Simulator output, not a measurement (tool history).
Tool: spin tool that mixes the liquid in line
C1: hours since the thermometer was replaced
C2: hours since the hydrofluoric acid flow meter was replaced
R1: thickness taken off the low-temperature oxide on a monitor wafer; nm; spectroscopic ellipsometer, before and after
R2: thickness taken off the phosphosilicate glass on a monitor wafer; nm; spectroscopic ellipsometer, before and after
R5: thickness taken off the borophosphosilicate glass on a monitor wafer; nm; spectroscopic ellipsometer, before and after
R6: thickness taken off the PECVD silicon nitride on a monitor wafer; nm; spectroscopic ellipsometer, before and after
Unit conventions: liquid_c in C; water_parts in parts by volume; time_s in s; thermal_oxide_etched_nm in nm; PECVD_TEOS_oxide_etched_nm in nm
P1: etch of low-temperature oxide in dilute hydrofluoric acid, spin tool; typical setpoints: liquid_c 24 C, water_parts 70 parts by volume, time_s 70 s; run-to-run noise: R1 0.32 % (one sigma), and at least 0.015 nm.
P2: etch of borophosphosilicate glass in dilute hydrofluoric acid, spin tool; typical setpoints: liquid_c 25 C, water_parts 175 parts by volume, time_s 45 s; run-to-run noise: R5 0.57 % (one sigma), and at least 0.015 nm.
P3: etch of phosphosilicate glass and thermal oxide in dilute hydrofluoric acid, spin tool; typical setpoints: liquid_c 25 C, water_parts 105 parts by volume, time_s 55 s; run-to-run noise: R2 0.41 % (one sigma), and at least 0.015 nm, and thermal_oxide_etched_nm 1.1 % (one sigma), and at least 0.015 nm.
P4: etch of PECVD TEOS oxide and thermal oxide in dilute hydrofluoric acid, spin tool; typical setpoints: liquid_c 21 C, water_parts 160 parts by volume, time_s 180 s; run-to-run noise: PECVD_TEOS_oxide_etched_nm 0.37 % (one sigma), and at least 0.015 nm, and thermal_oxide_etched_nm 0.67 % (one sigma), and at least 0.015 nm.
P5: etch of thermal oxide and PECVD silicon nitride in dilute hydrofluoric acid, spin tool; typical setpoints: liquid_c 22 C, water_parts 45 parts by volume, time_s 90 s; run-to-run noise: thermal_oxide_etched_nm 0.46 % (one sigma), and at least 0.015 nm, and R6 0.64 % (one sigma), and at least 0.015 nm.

{"run": 1, "hour": 4.1, "process": "P1", "liquid_c": 24, "water_parts": 70, "time_s": 70, "C1": 217.3, "C2": 396.6, "R1": 14.901}
{"run": 2, "hour": 8.2, "process": "P3", "liquid_c": 25, "water_parts": 105, "time_s": 55, "C1": 221.4, "C2": 400.7, "R2": 52.817, "thermal_oxide_etched_nm": 2.494}
{"run": 3, "hour": 11.9, "process": "P4", "liquid_c": 21, "water_parts": 160, "time_s": 180, "C1": 225.1, "C2": 404.4, "thermal_oxide_etched_nm": 4.1098, "PECVD_TEOS_oxide_etched_nm": 8.8832}
{"run": 4, "hour": 19.4, "process": "P2", "liquid_c": 25, "water_parts": 25, "time_s": 45, "C1": 232.6, "C2": 411.9, "R5": 109.66}
{"run": 5, "hour": 25.7, "process": "P5", "liquid_c": 22, "water_parts": 45, "time_s": 90, "C1": 238.9, "C2": 418.2, "thermal_oxide_etched_nm": 9.4165, "R6": 4.5778}
{"run": 6, "hour": 32.7, "process": "P1", "liquid_c": 24, "water_parts": 70, "time_s": 120, "C1": 245.9, "C2": 425.2, "R1": 25.654}
{"run": 7, "hour": 36.1, "process": "P5", "liquid_c": 22, "water_parts": 45, "time_s": 90, "C1": 249.3, "C2": 428.6, "thermal_oxide_etched_nm": 9.4026, "R6": 4.6335}
{"run": 8, "hour": 41.8, "process": "P2", "liquid_c": 25, "water_parts": 175, "time_s": 75, "C1": 255, "C2": 434.3, "R5": 21.444}
{"run": 9, "hour": 46.3, "process": "P1", "liquid_c": 24, "water_parts": 40, "time_s": 70, "C1": 259.5, "C2": 438.8, "R1": 27.395}
{"run": 10, "hour": 51.5, "process": "P2", "liquid_c": 25, "water_parts": 175, "time_s": 45, "C1": 264.7, "C2": 444, "R5": 12.956}
{"run": 11, "hour": 55.0, "process": "P5", "liquid_c": 18.5, "water_parts": 45, "time_s": 90, "C1": 268.2, "C2": 447.5, "thermal_oxide_etched_nm": 8.065, "R6": 3.608}
{"run": 12, "hour": 62.3, "process": "P3", "liquid_c": 32, "water_parts": 105, "time_s": 55, "C1": 275.5, "C2": 454.8, "R2": 68.233, "thermal_oxide_etched_nm": 3.1937}
{"run": 13, "hour": 70.0, "process": "P5", "liquid_c": 22, "water_parts": 75, "time_s": 90, "C1": 283.2, "C2": 462.5, "thermal_oxide_etched_nm": 5.4582, "R6": 2.7723}
{"run": 14, "hour": 76.6, "process": "P3", "liquid_c": 25, "water_parts": 105, "time_s": 90, "C1": 289.8, "C2": 469.1, "R2": 86.393, "thermal_oxide_etched_nm": 3.9566}
{"run": 15, "hour": 84.4, "process": "P1", "liquid_c": 24, "water_parts": 70, "time_s": 70, "C1": 297.6, "C2": 476.9, "R1": 14.933}
{"run": 16, "hour": 89.6, "process": "P1", "liquid_c": 18.5, "water_parts": 70, "time_s": 70, "C1": 302.8, "C2": 482.1, "R1": 11.861}
{"run": 17, "hour": 95.7, "process": "P4", "liquid_c": 21, "water_parts": 160, "time_s": 45, "C1": 308.9, "C2": 488.2, "thermal_oxide_etched_nm": 1.0256, "PECVD_TEOS_oxide_etched_nm": 2.2008}
{"run": 18, "hour": 100.0, "process": "P2", "liquid_c": 25, "water_parts": 175, "time_s": 45, "C1": 313.2, "C2": 492.5, "R5": 12.847}
{"run": 19, "hour": 105.0, "process": "P3", "liquid_c": 25, "water_parts": 70, "time_s": 55, "C1": 318.2, "C2": 497.5, "R2": 82.484, "thermal_oxide_etched_nm": 3.883}
{"run": 20, "hour": 108.7, "process": "P1", "liquid_c": 24, "water_parts": 110, "time_s": 70, "C1": 321.9, "C2": 501.2, "R1": 9.0356}
{"run": 21, "hour": 112.5, "process": "P1", "liquid_c": 24, "water_parts": 70, "time_s": 70, "C1": 325.7, "C2": 505, "R1": 14.919}
{"run": 22, "hour": 116.1, "process": "P1", "liquid_c": 24, "water_parts": 70, "time_s": 70, "C1": 329.3, "C2": 508.6, "R1": 14.954}
{"run": 23, "hour": 123.1, "process": "P1", "liquid_c": 19.5, "water_parts": 35, "time_s": 70, "C1": 336.3, "C2": 515.6, "R1": 25.84}
{"run": 24, "hour": 128.5, "process": "P2", "liquid_c": 32.5, "water_parts": 175, "time_s": 45, "C1": 341.7, "C2": 521, "R5": 16.95}
{"run": 25, "hour": 136.2, "process": "P1", "liquid_c": 28, "water_parts": 70, "time_s": 70, "C1": 349.4, "C2": 528.7, "R1": 17.472}
{"run": 26, "hour": 143.6, "process": "P1", "liquid_c": 24, "water_parts": 70, "time_s": 15, "C1": 356.8, "C2": 536.1, "R1": 3.2035}
{"run": 27, "hour": 150.0, "process": "P4", "liquid_c": 17, "water_parts": 160, "time_s": 180, "C1": 363.2, "C2": 542.5, "thermal_oxide_etched_nm": 3.5035, "PECVD_TEOS_oxide_etched_nm": 7.5866}
{"run": 28, "hour": 155.2, "process": "P5", "liquid_c": 22, "water_parts": 45, "time_s": 15, "C1": 368.4, "C2": 547.7, "thermal_oxide_etched_nm": 1.5661, "R6": 0.76985}

Predict the results of run 29:
{"run": 29, "hour": 161.4, "process": "P4", "liquid_c": 21, "water_parts": 80, "time_s": 180, "C1": 374.6, "C2": 553.9, "thermal_oxide_etched_nm": "?", "PECVD_TEOS_oxide_etched_nm": "?"}

thermal_oxide_etched_nm: 9.1495 nm
PECVD_TEOS_oxide_etched_nm: 19.408 nm
